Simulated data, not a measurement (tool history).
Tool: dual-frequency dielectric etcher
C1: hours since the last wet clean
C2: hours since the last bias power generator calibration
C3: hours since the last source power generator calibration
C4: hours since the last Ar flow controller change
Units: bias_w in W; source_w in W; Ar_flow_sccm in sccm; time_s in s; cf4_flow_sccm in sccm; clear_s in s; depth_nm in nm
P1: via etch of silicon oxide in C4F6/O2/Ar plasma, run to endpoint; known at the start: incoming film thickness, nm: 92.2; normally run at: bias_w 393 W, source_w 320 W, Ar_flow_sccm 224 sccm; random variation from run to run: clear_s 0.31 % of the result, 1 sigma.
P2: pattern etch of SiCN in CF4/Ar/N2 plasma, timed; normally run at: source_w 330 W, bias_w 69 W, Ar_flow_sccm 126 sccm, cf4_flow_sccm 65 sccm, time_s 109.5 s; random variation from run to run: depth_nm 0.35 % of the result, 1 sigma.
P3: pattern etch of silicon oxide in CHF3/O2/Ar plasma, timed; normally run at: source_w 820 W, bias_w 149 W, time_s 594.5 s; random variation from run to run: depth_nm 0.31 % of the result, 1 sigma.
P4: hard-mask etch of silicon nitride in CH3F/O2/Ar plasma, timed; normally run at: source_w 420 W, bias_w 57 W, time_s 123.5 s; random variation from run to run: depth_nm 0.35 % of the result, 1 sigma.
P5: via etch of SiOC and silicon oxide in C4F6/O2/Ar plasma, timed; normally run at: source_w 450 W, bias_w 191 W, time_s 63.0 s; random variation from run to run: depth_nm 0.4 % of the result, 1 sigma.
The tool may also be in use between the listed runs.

run 1 hour=14.4 | process=P1 bias_w=393 source_w=320 Ar_flow_sccm=224 | C1=308.1 C2=532.4 C3=1516.0 C4=935.7 | clear_s=23.098
run 2 hour=28.4 | process=P3 bias_w=92 source_w=820 time_s=594.5 | C1=322.1 C2=546.4 C3=1530.0 C4=949.7 | depth_nm=1091.600
run 3 hour=38.9 | process=P2 bias_w=69 source_w=330 Ar_flow_sccm=126 time_s=109.5 cf4_flow_sccm=50 | C1=332.6 C2=556.9 C3=1540.5 C4=960.2 | depth_nm=64.947
run 4 hour=46.3 | process=P1 bias_w=393 source_w=320 Ar_flow_sccm=224 | C1=340.0 C2=564.3 C3=1547.9 C4=967.6 | clear_s=23.036
run 5 hour=56.9 | process=P2 bias_w=69 source_w=330 Ar_flow_sccm=96 time_s=109.5 cf4_flow_sccm=65 | C1=350.6 C2=574.9 C3=1558.5 C4=978.2 | depth_nm=69.576
run 6 hour=70.3 | process=P4 bias_w=57 source_w=420 time_s=153.5 | C1=364.0 C2=588.3 C3=1571.9 C4=991.6 | depth_nm=101.120
run 7 hour=83.5 | process=P1 bias_w=393 source_w=320 Ar_flow_sccm=266 | C1=377.2 C2=601.5 C3=1585.1 C4=1004.8 | clear_s=23.621
run 8 hour=98.6 | process=P3 bias_w=149 source_w=660 time_s=594.5 | C1=392.3 C2=616.6 C3=1600.2 C4=1019.9 | depth_nm=1163.800
run 9 hour=106.6 | process=P5 bias_w=191 source_w=450 time_s=63.0 | C1=400.3 C2=624.6 C3=1608.2 C4=1027.9 | depth_nm=73.253
run 10 hour=117.9 | process=P5 bias_w=191 source_w=450 time_s=42.0 | C1=411.6 C2=635.9 C3=1619.5 C4=1039.2 | depth_nm=48.752
run 11 hour=126.2 | process=P2 bias_w=69 source_w=330 Ar_flow_sccm=126 time_s=135.0 cf4_flow_sccm=65 | C1=419.9 C2=644.2 C3=1627.8 C4=1047.5 | depth_nm=83.081
run 12 hour=139.9 | process=P2 bias_w=69 source_w=410 Ar_flow_sccm=126 time_s=109.5 cf4_flow_sccm=65 | C1=433.6 C2=657.9 C3=1641.5 C4=1061.2 | depth_nm=81.121
run 13 hour=148.3 | process=P3 bias_w=149 source_w=820 time_s=852.5 | C1=442.0 C2=666.3 C3=1649.9 C4=1069.6 | depth_nm=1810.700
run 14 hour=156.1 | process=P5 bias_w=191 source_w=630 time_s=63.0 | C1=449.8 C2=674.1 C3=1657.7 C4=1077.4 | depth_nm=83.810
run 15 hour=165.3 | process=P1 bias_w=393 source_w=320 Ar_flow_sccm=224 | C1=459.0 C2=683.3 C3=1666.9 C4=1086.6 | clear_s=23.122
run 16 hour=172.6 | process=P4 bias_w=69 source_w=420 time_s=123.5 | C1=466.3 C2=690.6 C3=1674.2 C4=1093.9 | depth_nm=86.593
run 17 hour=187.4 | process=P4 bias_w=57 source_w=420 time_s=123.5 | C1=481.1 C2=705.4 C3=1689.0 C4=1108.7 | depth_nm=81.550
run 18 hour=199.9 | process=P5 bias_w=239 source_w=450 time_s=63.0 | C1=493.6 C2=717.9 C3=1701.5 C4=1121.2 | depth_nm=79.034
run 19 hour=210.5 | process=P5 bias_w=191 source_w=450 time_s=63.0 | C1=504.2 C2=728.5 C3=1712.1 C4=1131.8 | depth_nm=73.123
run 20 hour=219.4 | process=P2 bias_w=69 source_w=330 Ar_flow_sccm=126 time_s=109.5 cf4_flow_sccm=65 | C1=513.1 C2=737.4 C3=1721.0 C4=1140.7 | depth_nm=67.287
run 21 hour=234.1 | process=P1 bias_w=393 source_w=320 Ar_flow_sccm=224 | C1=527.8 C2=752.1 C3=1735.7 C4=1155.4 | clear_s=23.115
run 22 hour=244.3 | process=P4 bias_w=57 source_w=570 time_s=123.5 | C1=538.0 C2=762.3 C3=1745.9 C4=1165.6 | depth_nm=91.973
run 23 hour=254.2 | process=P1 bias_w=393 source_w=240 Ar_flow_sccm=224 | C1=547.9 C2=772.2 C3=1755.8 C4=1175.5 | clear_s=25.634
run 24 hour=266.2 | process=P1 bias_w=284 source_w=450 Ar_flow_sccm=224 | C1=559.9 C2=784.2 C3=1767.8 C4=1187.5 | clear_s=22.769
run 25 hour=276.7 | process=P2 bias_w=41 source_w=330 Ar_flow_sccm=126 time_s=109.5 cf4_flow_sccm=65 | C1=570.4 C2=794.7 C3=1778.3 C4=1198.0 | depth_nm=55.978
run 26 hour=284.9 | process=P1 bias_w=393 source_w=320 Ar_flow_sccm=224 | C1=578.6 C2=802.9 C3=1786.5 C4=1206.2 | clear_s=22.975
run 27 hour=294.6 | process=P1 bias_w=265 source_w=320 Ar_flow_sccm=224 | C1=588.3 C2=812.6 C3=1796.2 C4=1215.9 | clear_s=26.530
run 28 hour=308.8 | process=P1 bias_w=393 source_w=320 Ar_flow_sccm=224 | C1=602.5 C2=826.8 C3=1810.4 C4=1230.1 | clear_s=23.129
run 29 hour=321.7 | process=P3 bias_w=149 source_w=820 time_s=594.5 | C1=615.4 C2=839.7 C3=1823.3 C4=1243.0 | depth_nm=1266.100
run 30 hour=331.9 | process=P1 bias_w=393 source_w=320 Ar_flow_sccm=137 | C1=625.6 C2=849.9 C3=1833.5 C4=1253.2 | clear_s=21.880
-- hour=333.2 Ar flow controller replaced
run 31 hour=340.3 | process=P1 bias_w=486 source_w=320 Ar_flow_sccm=224 | C1=634.0 C2=858.3 C3=1841.9 C4=7.2 | clear_s=21.293
run 32 hour=348.8 | process=P1 bias_w=278 source_w=240 Ar_flow_sccm=224 | C1=642.5 C2=866.8 C3=1850.4 C4=15.7 | clear_s=29.000
run 33 hour=362.1 | process=P1 bias_w=393 source_w=430 Ar_flow_sccm=224 | C1=655.8 C2=880.1 C3=1863.7 C4=29.0 | clear_s=20.549
run 34 hour=375.6 | process=P1 bias_w=393 source_w=320 Ar_flow_sccm=224 | C1=669.3 C2=893.6 C3=1877.2 C4=42.5 | clear_s=23.133
run 35 hour=386.3 | process=P1 bias_w=393 source_w=320 Ar_flow_sccm=224 | C1=680.0 C2=904.3 C3=1887.9 C4=53.2 | clear_s=22.892
run 36 hour=396.2 | process=P1 bias_w=393 source_w=320 Ar_flow_sccm=224 | C1=689.9 C2=914.2 C3=1897.8 C4=63.1 | clear_s=22.897

Forecast run 37:
-- hour=404.6 wet clean of the chamber
-- hour=404.7 Ar flow controller replaced
run 37 hour=411.1 | process=P1 bias_w=393 source_w=320 Ar_flow_sccm=224 | C1=6.6 C2=929.1 C3=1912.7 C4=6.5 | clear_s=?

Run 37 gave clear_s 22.808 s.
